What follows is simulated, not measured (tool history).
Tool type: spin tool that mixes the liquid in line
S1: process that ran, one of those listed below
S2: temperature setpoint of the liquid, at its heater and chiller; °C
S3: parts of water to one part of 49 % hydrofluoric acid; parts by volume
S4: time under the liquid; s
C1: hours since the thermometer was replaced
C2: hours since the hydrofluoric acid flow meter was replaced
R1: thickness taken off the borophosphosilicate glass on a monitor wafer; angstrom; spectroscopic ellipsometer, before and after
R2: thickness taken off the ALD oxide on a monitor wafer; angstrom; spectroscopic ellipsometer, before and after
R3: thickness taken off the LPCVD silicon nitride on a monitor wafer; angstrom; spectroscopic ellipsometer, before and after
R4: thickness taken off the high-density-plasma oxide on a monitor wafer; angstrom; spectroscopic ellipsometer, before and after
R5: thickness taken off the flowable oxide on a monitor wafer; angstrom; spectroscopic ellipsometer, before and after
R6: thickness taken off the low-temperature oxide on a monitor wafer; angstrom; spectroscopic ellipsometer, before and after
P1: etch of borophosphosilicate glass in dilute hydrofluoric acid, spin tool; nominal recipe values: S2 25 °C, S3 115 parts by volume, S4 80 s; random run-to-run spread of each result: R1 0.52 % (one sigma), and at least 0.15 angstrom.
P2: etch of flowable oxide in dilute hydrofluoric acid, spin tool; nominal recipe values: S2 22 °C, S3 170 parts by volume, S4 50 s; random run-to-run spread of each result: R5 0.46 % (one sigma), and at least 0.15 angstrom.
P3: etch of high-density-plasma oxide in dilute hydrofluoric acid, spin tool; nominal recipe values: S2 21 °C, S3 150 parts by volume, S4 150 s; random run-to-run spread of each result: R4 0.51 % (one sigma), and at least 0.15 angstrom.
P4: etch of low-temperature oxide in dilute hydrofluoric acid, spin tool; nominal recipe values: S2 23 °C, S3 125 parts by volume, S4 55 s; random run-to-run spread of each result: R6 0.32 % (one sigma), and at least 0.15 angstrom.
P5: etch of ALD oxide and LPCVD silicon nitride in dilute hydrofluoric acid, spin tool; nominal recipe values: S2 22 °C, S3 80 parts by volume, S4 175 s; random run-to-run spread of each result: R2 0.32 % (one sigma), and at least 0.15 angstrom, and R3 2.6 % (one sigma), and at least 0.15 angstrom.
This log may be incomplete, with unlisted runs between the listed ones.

Run 1, hour 7.5: S1 P1, S2 25 °C, S3 115 parts by volume, S4 80 s; C1 810.1; C2 260.2. Result: R1 415.28 angstrom.
Run 2, hour 13.5: S1 P5, S2 22 °C, S3 80 parts by volume, S4 25 s; C1 816.1; C2 266.2. Result: R2 45.502 angstrom, R3 1.1353 angstrom.
Run 3, hour 21.3: S1 P3, S2 21 °C, S3 95 parts by volume, S4 150 s; C1 823.9; C2 274. Result: R4 96.192 angstrom.
Run 4, hour 25.4: S1 P1, S2 18.5 °C, S3 115 parts by volume, S4 80 s; C1 828; C2 278.1. Result: R1 317.26 angstrom.
Run 5, hour 30.1: S1 P5, S2 22 °C, S3 35 parts by volume, S4 175 s; C1 832.7; C2 282.8. Result: R2 774.2 angstrom, R3 18.161 angstrom.
Run 6, hour 35.3: S1 P2, S2 22 °C, S3 50 parts by volume, S4 50 s; C1 837.9; C2 288. Result: R5 394.77 angstrom.
Run 7, hour 42: S1 P1, S2 31.5 °C, S3 115 parts by volume, S4 15 s; C1 844.6; C2 294.7. Result: R1 99.24 angstrom.
Run 8, hour 47.1: S1 P1, S2 25 °C, S3 175 parts by volume, S4 80 s; C1 849.7; C2 299.8. Result: R1 254.51 angstrom.
Run 9, hour 53.3: S1 P5, S2 22 °C, S3 80 parts by volume, S4 175 s; C1 855.9; C2 306. Result: R2 320.24 angstrom, R3 8.1481 angstrom.
Run 10, hour 60.7: S1 P1, S2 25 °C, S3 115 parts by volume, S4 35 s; C1 863.3; C2 313.4. Result: R1 180.32 angstrom.
Run 11, hour 65.1: S1 P4, S2 23 °C, S3 125 parts by volume, S4 20 s; C1 867.7; C2 317.8. Result: R6 22.333 angstrom.
Run 12, hour 70: S1 P4, S2 23 °C, S3 125 parts by volume, S4 55 s; C1 872.6; C2 322.7. Result: R6 60.456 angstrom.
Run 13, hour 73.5: S1 P1, S2 25 °C, S3 55 parts by volume, S4 140 s; C1 876.1; C2 326.2. Result: R1 1647.3 angstrom.
Run 14, hour 78.4: S1 P4, S2 27 °C, S3 125 parts by volume, S4 55 s; C1 881; C2 331.1. Result: R6 70.715 angstrom.
Run 15, hour 83.6: S1 P5, S2 29.5 °C, S3 80 parts by volume, S4 175 s; C1 886.2; C2 336.3. Result: R2 430.94 angstrom, R3 12.554 angstrom.
Run 16, hour 91.4: S1 P3, S2 17 °C, S3 150 parts by volume, S4 150 s; C1 894; C2 344.1. Result: R4 48.779 angstrom.
Run 17, hour 95.5: S1 P1, S2 31.5 °C, S3 115 parts by volume, S4 80 s; C1 898.1; C2 348.2. Result: R1 527.63 angstrom.
Run 18, hour 101.9: S1 P3, S2 21 °C, S3 150 parts by volume, S4 150 s; C1 904.5; C2 354.6. Result: R4 57.02 angstrom.
Run 19, hour 107: S1 P1, S2 25 °C, S3 115 parts by volume, S4 80 s; C1 909.6; C2 359.7. Result: R1 409.49 angstrom.
Run 20, hour 112.6: S1 P4, S2 23 °C, S3 205 parts by volume, S4 55 s; C1 915.2; C2 365.3. Result: R6 34.296 angstrom.
Run 21, hour 116.2: S1 P1, S2 25 °C, S3 115 parts by volume, S4 80 s; C1 918.8; C2 368.9. Result: R1 413.82 angstrom.
Run 22, hour 123.9: S1 P2, S2 22 °C, S3 170 parts by volume, S4 50 s; C1 926.5; C2 376.6. Result: R5 100.86 angstrom.
Run 23, hour 130.4: S1 P2, S2 22 °C, S3 170 parts by volume, S4 85 s; C1 933; C2 383.1. Result: R5 170.77 angstrom.
Run 24, hour 136.6: S1 P1, S2 25 °C, S3 65 parts by volume, S4 80 s; C1 939.2; C2 389.3. Result: R1 779.39 angstrom.
Run 25, hour 144.2: S1 P3, S2 21 °C, S3 150 parts by volume, S4 150 s; C1 946.8; C2 396.9. Result: R4 57.806 angstrom.
Run 26, hour 148.8: S1 P1, S2 25 °C, S3 115 parts by volume, S4 80 s; C1 951.4; C2 401.5. Result: R1 412.1 angstrom.
Run 27, hour 153.2: S1 P2, S2 22 °C, S3 170 parts by volume, S4 50 s; C1 955.8; C2 405.9. Result: R5 100.69 angstrom.
Run 28, hour 160: S1 P3, S2 21 °C, S3 150 parts by volume, S4 15 s; C1 962.6; C2 412.7. Result: R4 5.8696 angstrom.
Run 29, hour 166.4: S1 P2, S2 17 °C, S3 170 parts by volume, S4 50 s; C1 969; C2 419.1. Result: R5 82.572 angstrom.
Run 30, hour 172: S1 P1, S2 25 °C, S3 115 parts by volume, S4 135 s; C1 974.6; C2 424.7. Result: R1 700.2 angstrom.
Run 31, hour 177.8: S1 P1, S2 25 °C, S3 115 parts by volume, S4 80 s; C1 980.4; C2 430.5. Result: R1 412.68 angstrom.
Run 32, hour 182.7: S1 P1, S2 25 °C, S3 115 parts by volume, S4 80 s; C1 985.3; C2 435.4. Result: R1 401.62 angstrom.
Run 33, hour 190: S1 P1, S2 25 °C, S3 115 parts by volume, S4 80 s; C1 992.6; C2 442.7. Result: R1 392.4 angstrom.
Run 34, hour 196.3: S1 P1, S2 25 °C, S3 115 parts by volume, S4 80 s; C1 998.9; C2 449. Result: R1 384.53 angstrom.
Run 35, hour 200.6: S1 P1, S2 25 °C, S3 115 parts by volume, S4 80 s; C1 1003.2; C2 453.3. Result: R1 382.83 angstrom.
Run 36, hour 207.8: S1 P1, S2 25 °C, S3 115 parts by volume, S4 80 s; C1 1010.4; C2 460.5. Result: R1 382.22 angstrom.
Run 37, hour 212.1: S1 P1, S2 25 °C, S3 115 parts by volume, S4 80 s; C1 1014.7; C2 464.8. Result: R1 382.32 angstrom.
Run 38, hour 217.3: S1 P1, S2 25 °C, S3 115 parts by volume, S4 80 s; C1 1019.9; C2 470. Result: R1 379 angstrom.
Run 39, hour 222: S1 P1, S2 25 °C, S3 115 parts by volume, S4 80 s; C1 1024.6; C2 474.7. Result: R1 379.8 angstrom.
Run 40, hour 229.8: S1 P1, S2 25 °C, S3 115 parts by volume, S4 80 s; C1 1032.4; C2 482.5. Result: R1 378.39 angstrom.
Run 41, hour 234: S1 P1, S2 25 °C, S3 115 parts by volume, S4 80 s; C1 1036.6; C2 486.7. Result: R1 377.66 angstrom.

The output of P1 has drifted from where it used to be. Each of the 2 causes below, taken at the size shown beside it, accounts for the log equally well:
A: hydrofluoric acid flow below the setpoint (%) = 7.43
B: liquid colder than its thermometer reads (K) = 2.26
The onset of the drift is placed at about hour 177.8.

You are offered 4 check runs, listed below with question marks in place of their results; each one averages 5 wafers. Which run separates the listed causes by giving clearly different results for each?
Run check 1, hour 238.2: S1 P2, S2 17 °C, S3 170 parts by volume, S4 80 s. Result: R5 ?.
Run check 2, hour 238.2: S1 P3, S2 17 °C, S3 150 parts by volume, S4 30 s. Result: R4 ?.
Run check 3, hour 238.2: S1 P5, S2 27 °C, S3 35 parts by volume, S4 175 s. Result: R2 ?, R3 ?.
Run check 4, hour 238.2: S1 P4, S2 26 °C, S3 125 parts by volume, S4 55 s. Result: R6 ?.

Outcome of each check run for each possible cause:
  check  result    if A    if B
check 1      R5  120.93  120.61
check 2      R4  8.9718  8.9281
check 3      R2  875.67  865.63
check 3      R3  23.754  22.012
check 4      R6  62.345  62.491
Per check, the gap between the least separated pair of causes, taken in the result that splits them most: check 1 0.27 %; check 2 0.49 %; check 3 7.61 %; check 4 0.23 %
The other checks would show nearly matching results whichever cause is true, so check 3 is the only one that separates the causes.

After running check 3, the following was obtained: R2 864.92 angstrom; R3 21.576 angstrom. Which cause does this point to?

B is the cause: liquid colder than its thermometer reads (K).
